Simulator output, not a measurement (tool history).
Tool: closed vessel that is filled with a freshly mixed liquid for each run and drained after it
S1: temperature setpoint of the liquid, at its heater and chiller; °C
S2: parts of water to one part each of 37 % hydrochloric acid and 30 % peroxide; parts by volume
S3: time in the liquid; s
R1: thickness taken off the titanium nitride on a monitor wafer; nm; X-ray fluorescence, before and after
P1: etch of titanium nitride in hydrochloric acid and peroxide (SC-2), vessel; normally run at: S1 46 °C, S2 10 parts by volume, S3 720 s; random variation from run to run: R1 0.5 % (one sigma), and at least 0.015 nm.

Run 1, hour 15: S1 46 °C, S2 10 parts by volume, S3 720 s. Result: R1 8.2668 nm.
Run 2, hour 32.3: S1 46 °C, S2 10 parts by volume, S3 720 s. Result: R1 8.2122 nm.
Run 3, hour 49.9: S1 57.5 °C, S2 10 parts by volume, S3 1240 s. Result: R1 29.936 nm.
Run 4, hour 58.6: S1 46 °C, S2 14 parts by volume, S3 720 s. Result: R1 6.1177 nm.
Run 5, hour 68.2: S1 46 °C, S2 10 parts by volume, S3 720 s. Result: R1 8.2907 nm.
Run 6, hour 76.4: S1 35 °C, S2 10 parts by volume, S3 275 s. Result: R1 1.4339 nm.
Run 7, hour 84.7: S1 61 °C, S2 10 parts by volume, S3 720 s. Result: R1 21.849 nm.
Run 8, hour 101.5: S1 46 °C, S2 10 parts by volume, S3 720 s. Result: R1 8.1928 nm.
Run 9, hour 117.5: S1 46 °C, S2 10 parts by volume, S3 55 s. Result: R1 0.66235 nm.
Run 10, hour 130.9: S1 35 °C, S2 10 parts by volume, S3 720 s. Result: R1 3.772 nm.
Run 11, hour 144.7: S1 46 °C, S2 10 parts by volume, S3 720 s. Result: R1 8.0898 nm.
Run 12, hour 158: S1 46 °C, S2 10 parts by volume, S3 1335 s. Result: R1 15.204 nm.
Run 13, hour 175.6: S1 46 °C, S2 4 parts by volume, S3 720 s. Result: R1 16.291 nm.
Run 14, hour 193.2: S1 56.5 °C, S2 17.5 parts by volume, S3 720 s. Result: R1 10.038 nm.
Run 15, hour 202.3: S1 46 °C, S2 10 parts by volume, S3 720 s. Result: R1 8.1405 nm.
Run 16, hour 218: S1 46 °C, S2 10 parts by volume, S3 720 s. Result: R1 8.5473 nm.
Run 17, hour 227.1: S1 46 °C, S2 10 parts by volume, S3 720 s. Result: R1 8.6028 nm.
Run 18, hour 236.1: S1 46 °C, S2 10 parts by volume, S3 720 s. Result: R1 8.6334 nm.
Run 19, hour 247: S1 46 °C, S2 10 parts by volume, S3 720 s. Result: R1 8.6957 nm.
Run 20, hour 258.5: S1 46 °C, S2 10 parts by volume, S3 720 s. Result: R1 8.8107 nm.
Run 21, hour 270.5: S1 46 °C, S2 10 parts by volume, S3 720 s. Result: R1 8.782 nm.
Run 22, hour 280.9: S1 46 °C, S2 10 parts by volume, S3 720 s. Result: R1 8.8348 nm.
Run 23, hour 290.5: S1 46 °C, S2 10 parts by volume, S3 720 s. Result: R1 8.9231 nm.
Run 24, hour 299.9: S1 46 °C, S2 10 parts by volume, S3 720 s. Result: R1 8.8502 nm.
Run 25, hour 317.7: S1 46 °C, S2 10 parts by volume, S3 720 s. Result: R1 8.8095 nm.
Run 26, hour 328.1: S1 46 °C, S2 10 parts by volume, S3 720 s. Result: R1 8.8889 nm.

What P1 gives has crept away from where it was. These 2 causes fit the log equally well, each at the size given:
A: chemicals flow above the setpoint (%) = 10.3
B: liquid hotter than its thermometer reads (K) = 1.2
The creep began at about hour 202.3.
Why every other cause is out:
peroxide weaker than its label (%): at most 8, which would move R1 by -7.4 %: too little, or the wrong way

4 check runs are offered, each on 3 wafers whose results are averaged, their results left as question marks. Which one tells the causes apart?
Run check 1, hour 338.5: S1 35 °C, S2 10 parts by volume, S3 1130 s. Result: R1 ?.
Run check 2, hour 338.5: S1 35 °C, S2 10 parts by volume, S3 115 s. Result: R1 ?.
Run check 3, hour 338.5: S1 35 °C, S2 10 parts by volume, S3 720 s. Result: R1 ?.
Run check 4, hour 338.5: S1 35 °C, S2 4 parts by volume, S3 720 s. Result: R1 ?.

What each check would give under each cause:
  check  result     if A     if B
check 1      R1   6.4013   6.4438
check 2      R1  0.65146  0.65578
check 3      R1   4.0787   4.1058
check 4      R1   8.0225   8.2116
How far apart the two closest causes lie, in the result that separates them most: check 1 0.66 %; check 2 0.66 %; check 3 0.66 %; check 4 2.33 %
Only check 4 tells the causes apart: in the others they would give nearly the same result.

Check 4 was then run and gave: R1 8.2624 nm. Which cause is it?

It is B: liquid hotter than its thermometer reads (K).
